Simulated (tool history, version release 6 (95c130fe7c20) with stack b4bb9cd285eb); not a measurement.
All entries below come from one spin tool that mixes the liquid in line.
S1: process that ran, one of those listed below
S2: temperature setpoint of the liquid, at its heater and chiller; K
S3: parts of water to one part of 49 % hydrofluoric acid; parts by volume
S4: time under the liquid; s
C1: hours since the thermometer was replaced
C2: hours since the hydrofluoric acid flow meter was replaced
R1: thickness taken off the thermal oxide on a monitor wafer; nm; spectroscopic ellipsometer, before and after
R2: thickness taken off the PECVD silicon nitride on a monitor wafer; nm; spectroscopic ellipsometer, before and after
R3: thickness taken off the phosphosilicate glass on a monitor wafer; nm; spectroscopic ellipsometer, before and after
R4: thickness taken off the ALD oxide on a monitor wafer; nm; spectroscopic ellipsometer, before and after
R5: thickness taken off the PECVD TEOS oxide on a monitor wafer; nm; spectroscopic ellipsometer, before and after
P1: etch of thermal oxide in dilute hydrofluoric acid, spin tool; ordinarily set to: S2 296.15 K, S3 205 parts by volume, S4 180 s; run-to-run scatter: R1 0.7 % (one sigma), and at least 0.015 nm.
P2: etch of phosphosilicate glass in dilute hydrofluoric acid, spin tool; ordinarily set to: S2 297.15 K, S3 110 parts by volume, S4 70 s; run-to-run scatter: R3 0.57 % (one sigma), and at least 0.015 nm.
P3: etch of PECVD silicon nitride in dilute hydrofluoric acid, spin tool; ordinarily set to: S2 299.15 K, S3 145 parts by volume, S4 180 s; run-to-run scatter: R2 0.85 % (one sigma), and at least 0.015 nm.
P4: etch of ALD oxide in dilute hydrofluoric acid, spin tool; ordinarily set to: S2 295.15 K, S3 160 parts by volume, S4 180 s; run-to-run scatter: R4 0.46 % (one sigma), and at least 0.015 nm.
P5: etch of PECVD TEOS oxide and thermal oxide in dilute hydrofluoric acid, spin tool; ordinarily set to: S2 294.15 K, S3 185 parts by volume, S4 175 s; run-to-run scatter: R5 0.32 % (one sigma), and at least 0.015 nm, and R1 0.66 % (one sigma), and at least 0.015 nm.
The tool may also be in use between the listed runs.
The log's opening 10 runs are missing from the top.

Run 11, hour 52.1: S1 P5, S2 294.15 K, S3 60 parts by volume, S4 175 s; C1 443.1; C2 215.4. Result: R1 12.5660 nm, R5 23.0810 nm.
Run 12, hour 57.5: S1 P1, S2 296.15 K, S3 205 parts by volume, S4 180 s; C1 448.5; C2 220.8. Result: R1 3.4810 nm.
Run 13, hour 63.2: S1 P1, S2 296.15 K, S3 290 parts by volume, S4 180 s; C1 454.2; C2 226.5. Result: R1 2.2247 nm.
Run 14, hour 65.8: S1 P3, S2 299.15 K, S3 145 parts by volume, S4 180 s; C1 456.8; C2 229.1. Result: R2 2.8347 nm.
Run 15, hour 71.2: S1 P1, S2 299.65 K, S3 70 parts by volume, S4 180 s; C1 462.2; C2 234.5. Result: R1 13.7000 nm.
Run 16, hour 75.8: S1 P1, S2 296.15 K, S3 205 parts by volume, S4 95 s; C1 466.8; C2 239.1. Result: R1 1.8274 nm.
Run 17, hour 79.9: S1 P4, S2 295.15 K, S3 160 parts by volume, S4 180 s; C1 470.9; C2 243.2. Result: R4 23.190 nm.
Run 18, hour 84.1: S1 P1, S2 291.15 K, S3 205 parts by volume, S4 180 s; C1 475.1; C2 247.4. Result: R1 2.8777 nm.
Run 19, hour 90.2: S1 P4, S2 295.15 K, S3 100 parts by volume, S4 180 s; C1 481.2; C2 253.5. Result: R4 39.354 nm.
Run 20, hour 96.4: S1 P1, S2 296.15 K, S3 205 parts by volume, S4 180 s; C1 487.4; C2 259.7. Result: R1 3.5000 nm.
Run 21, hour 99.9: S1 P1, S2 296.15 K, S3 205 parts by volume, S4 180 s; C1 490.9; C2 263.2. Result: R1 3.4688 nm.
Run 22, hour 103.9: S1 P5, S2 294.15 K, S3 185 parts by volume, S4 175 s; C1 494.9; C2 267.2. Result: R1 3.5394 nm, R5 6.4978 nm.
Run 23, hour 108.9: S1 P2, S2 297.15 K, S3 110 parts by volume, S4 120 s; C1 499.9; C2 272.2. Result: R3 99.815 nm.
Run 24, hour 115.1: S1 P3, S2 299.15 K, S3 145 parts by volume, S4 80 s; C1 506.1; C2 278.4. Result: R2 1.2799 nm.

Forecast run 25:
Run 25, hour 120.8: S1 P3, S2 299.15 K, S3 145 parts by volume, S4 180 s; C1 511.8; C2 284.1. Result: R2 ?.

{"run 25": {"R2": 2.9323}}
